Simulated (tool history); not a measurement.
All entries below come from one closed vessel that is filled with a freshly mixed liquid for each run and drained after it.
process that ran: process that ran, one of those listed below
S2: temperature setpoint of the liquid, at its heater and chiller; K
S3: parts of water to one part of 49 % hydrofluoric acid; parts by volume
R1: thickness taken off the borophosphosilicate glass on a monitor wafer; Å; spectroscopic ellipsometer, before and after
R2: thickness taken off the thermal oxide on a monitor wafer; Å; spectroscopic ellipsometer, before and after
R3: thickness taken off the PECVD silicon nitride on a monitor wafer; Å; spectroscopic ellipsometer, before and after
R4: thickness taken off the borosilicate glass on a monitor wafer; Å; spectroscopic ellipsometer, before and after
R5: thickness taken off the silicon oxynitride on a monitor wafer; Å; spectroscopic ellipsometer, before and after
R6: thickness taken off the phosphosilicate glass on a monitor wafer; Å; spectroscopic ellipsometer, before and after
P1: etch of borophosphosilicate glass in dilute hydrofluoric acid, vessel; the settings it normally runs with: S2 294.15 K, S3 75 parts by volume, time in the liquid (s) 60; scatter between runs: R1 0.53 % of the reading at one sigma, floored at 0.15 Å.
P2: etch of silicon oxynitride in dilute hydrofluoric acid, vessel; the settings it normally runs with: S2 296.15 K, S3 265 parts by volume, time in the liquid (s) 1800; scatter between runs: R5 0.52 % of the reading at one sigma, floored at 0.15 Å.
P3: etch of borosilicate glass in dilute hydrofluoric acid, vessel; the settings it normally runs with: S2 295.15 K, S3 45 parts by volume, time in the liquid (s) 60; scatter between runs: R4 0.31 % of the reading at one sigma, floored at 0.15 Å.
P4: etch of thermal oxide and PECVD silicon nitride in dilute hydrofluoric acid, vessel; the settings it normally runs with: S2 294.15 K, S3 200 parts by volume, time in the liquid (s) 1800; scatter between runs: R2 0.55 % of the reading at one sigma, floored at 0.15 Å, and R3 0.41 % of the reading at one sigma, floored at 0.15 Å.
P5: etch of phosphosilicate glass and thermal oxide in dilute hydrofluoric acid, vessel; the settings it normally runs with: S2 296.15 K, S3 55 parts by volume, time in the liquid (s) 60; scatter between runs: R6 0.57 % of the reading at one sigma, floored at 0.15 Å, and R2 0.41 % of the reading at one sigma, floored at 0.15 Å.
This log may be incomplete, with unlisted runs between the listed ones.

{"run": 1, "hour": 3.3, "process that ran": "P1", "S2": 294.15, "S3": 75, "time in the liquid (s)": 60, "R1": 409.48}
{"run": 2, "hour": 7.0, "process that ran": "P1", "S2": 290.15, "S3": 75, "time in the liquid (s)": 60, "R1": 343.08}
{"run": 3, "hour": 11.5, "process that ran": "P4", "S2": 294.15, "S3": 200, "time in the liquid (s)": 1800, "R2": 345.13, "R3": 128.11}
{"run": 4, "hour": 16.1, "process that ran": "P4", "S2": 294.15, "S3": 75, "time in the liquid (s)": 1800, "R2": 1064.1, "R3": 336.53}
{"run": 5, "hour": 19.2, "process that ran": "P3", "S2": 295.15, "S3": 20, "time in the liquid (s)": 60, "R4": 1213.8}
{"run": 6, "hour": 22.0, "process that ran": "P1", "S2": 300.15, "S3": 75, "time in the liquid (s)": 60, "R1": 520.43}
{"run": 7, "hour": 25.4, "process that ran": "P2", "S2": 296.15, "S3": 265, "time in the liquid (s)": 400, "R5": 18.087}
{"run": 8, "hour": 27.7, "process that ran": "P1", "S2": 294.15, "S3": 75, "time in the liquid (s)": 30, "R1": 204.78}
{"run": 9, "hour": 32.0, "process that ran": "P1", "S2": 294.15, "S3": 40, "time in the liquid (s)": 60, "R1": 802.15}
{"run": 10, "hour": 37.4, "process that ran": "P5", "S2": 296.15, "S3": 55, "time in the liquid (s)": 30, "R2": 26.696, "R6": 539.74}
{"run": 11, "hour": 39.7, "process that ran": "P1", "S2": 294.15, "S3": 75, "time in the liquid (s)": 95, "R1": 650.55}
{"run": 12, "hour": 42.9, "process that ran": "P1", "S2": 294.15, "S3": 75, "time in the liquid (s)": 60, "R1": 408.87}
{"run": 13, "hour": 45.8, "process that ran": "P2", "S2": 296.15, "S3": 265, "time in the liquid (s)": 1800, "R5": 80.839}
{"run": 14, "hour": 48.2, "process that ran": "P3", "S2": 299.15, "S3": 45, "time in the liquid (s)": 60, "R4": 618.34}
{"run": 15, "hour": 50.6, "process that ran": "P3", "S2": 295.15, "S3": 45, "time in the liquid (s)": 90, "R4": 788.48}
{"run": 16, "hour": 53.4, "process that ran": "P3", "S2": 295.15, "S3": 45, "time in the liquid (s)": 60, "R4": 523.66}
{"run": 17, "hour": 56.1, "process that ran": "P5", "S2": 304.15, "S3": 55, "time in the liquid (s)": 60, "R2": 73.478, "R6": 1468.7}
{"run": 18, "hour": 59.9, "process that ran": "P2", "S2": 296.15, "S3": 120, "time in the liquid (s)": 1800, "R5": 197.58}
{"run": 19, "hour": 63.9, "process that ran": "P2", "S2": 290.65, "S3": 265, "time in the liquid (s)": 1800, "R5": 63.105}
{"run": 20, "hour": 67.5, "process that ran": "P5", "S2": 296.15, "S3": 55, "time in the liquid (s)": 60, "R2": 53.433, "R6": 1078.0}
{"run": 21, "hour": 70.9, "process that ran": "P2", "S2": 296.15, "S3": 265, "time in the liquid (s)": 1800, "R5": 80.425}
{"run": 22, "hour": 75.2, "process that ran": "P1", "S2": 294.15, "S3": 75, "time in the liquid (s)": 60, "R1": 407.81}
{"run": 23, "hour": 79.7, "process that ran": "P4", "S2": 294.15, "S3": 200, "time in the liquid (s)": 30, "R2": 5.8975, "R3": 1.9774}
{"run": 24, "hour": 82.5, "process that ran": "P4", "S2": 290.15, "S3": 200, "time in the liquid (s)": 1800, "R2": 296.27, "R3": 98.51}
{"run": 25, "hour": 84.9, "process that ran": "P5", "S2": 296.15, "S3": 80, "time in the liquid (s)": 60, "R2": 35.592, "R6": 708.26}
{"run": 26, "hour": 87.4, "process that ran": "P1", "S2": 294.15, "S3": 75, "time in the liquid (s)": 60, "R1": 404.87}
{"run": 27, "hour": 90.5, "process that ran": "P1", "S2": 294.15, "S3": 25, "time in the liquid (s)": 30, "R1": 646.09}
{"run": 28, "hour": 95.0, "process that ran": "P1", "S2": 294.15, "S3": 75, "time in the liquid (s)": 60, "R1": 403.37}
{"run": 29, "hour": 100.1, "process that ran": "P1", "S2": 294.15, "S3": 115, "time in the liquid (s)": 60, "R1": 256.77}
{"run": 30, "hour": 105.4, "process that ran": "P4", "S2": 294.15, "S3": 200, "time in the liquid (s)": 1800, "R2": 347.27, "R3": 129.05}
{"run": 31, "hour": 108.7, "process that ran": "P1", "S2": 294.15, "S3": 75, "time in the liquid (s)": 60, "R1": 410.1}
{"run": 32, "hour": 113.2, "process that ran": "P1", "S2": 294.15, "S3": 75, "time in the liquid (s)": 60, "R1": 427.25}
{"run": 33, "hour": 116.1, "process that ran": "P1", "S2": 294.15, "S3": 75, "time in the liquid (s)": 60, "R1": 428.88}
{"run": 34, "hour": 119.5, "process that ran": "P1", "S2": 294.15, "S3": 75, "time in the liquid (s)": 60, "R1": 433.59}
{"run": 35, "hour": 123.1, "process that ran": "P1", "S2": 294.15, "S3": 75, "time in the liquid (s)": 60, "R1": 440.86}
{"run": 36, "hour": 126.4, "process that ran": "P1", "S2": 294.15, "S3": 75, "time in the liquid (s)": 60, "R1": 439.39}
{"run": 37, "hour": 131.1, "process that ran": "P1", "S2": 294.15, "S3": 75, "time in the liquid (s)": 60, "R1": 445.3}
{"run": 38, "hour": 136.1, "process that ran": "P1", "S2": 294.15, "S3": 75, "time in the liquid (s)": 60, "R1": 444.46}
{"run": 39, "hour": 138.9, "process that ran": "P1", "S2": 294.15, "S3": 75, "time in the liquid (s)": 60, "R1": 450.33}
{"run": 40, "hour": 142.3, "process that ran": "P1", "S2": 294.15, "S3": 75, "time in the liquid (s)": 60, "R1": 447.72}
{"run": 41, "hour": 147.3, "process that ran": "P1", "S2": 294.15, "S3": 75, "time in the liquid (s)": 60, "R1": 446.06}

P1 has crept away from where it was. The log is fitted equally well by each of these 2 causes, at the sizes shown:
A: hydrofluoric acid flow above the setpoint (%) = 9.26
B: liquid hotter than its thermometer reads (K) = 2.35
The creep began at about hour 108.7.

Question marks stand in for the results of the 4 check runs listed below, each run on one wafer. Under which run would the listed causes show clearly different results?
{"run": "check 1", "hour": 152.3, "process that ran": "P2", "S2": 296.15, "S3": 265, "time in the liquid (s)": 1800, "R5": "?"}
{"run": "check 2", "hour": 152.3, "process that ran": "P4", "S2": 294.15, "S3": 200, "time in the liquid (s)": 1800, "R2": "?", "R3": "?"}
{"run": "check 3", "hour": 152.3, "process that ran": "P5", "S2": 296.15, "S3": 55, "time in the liquid (s)": 60, "R2": "?", "R6": "?"}
{"run": "check 4", "hour": 152.3, "process that ran": "P3", "S2": 295.15, "S3": 45, "time in the liquid (s)": 60, "R4": "?"}

Predicted outcomes, by check and by cause:
check=check_1 result=R5 if_A=89.752 if_B=89.491
check=check_2 result=R2 if_A=385.5700 if_B=379.0300
check=check_2 result=R3 if_A=140.5100 if_B=149.9000
check=check_3 result=R2 if_A=58.6630 if_B=58.7600
check=check_3 result=R6 if_A=1179.70 if_B=1181.70
check=check_4 result=R4 if_A=575.80 if_B=578.35
How far apart the two closest causes lie, in the result that separates them most: check 1 0.29 %; check 2 6.47 %; check 3 0.17 %; check 4 0.44 %
Of the check runs offered, only check 2 discriminates between the causes; the rest would read about the same regardless of which cause applies.

Check 2 was then run and gave: R2 377.5300 Å; R3 151.0600 Å. Which cause is it?

The cause is B: liquid hotter than its thermometer reads (K).
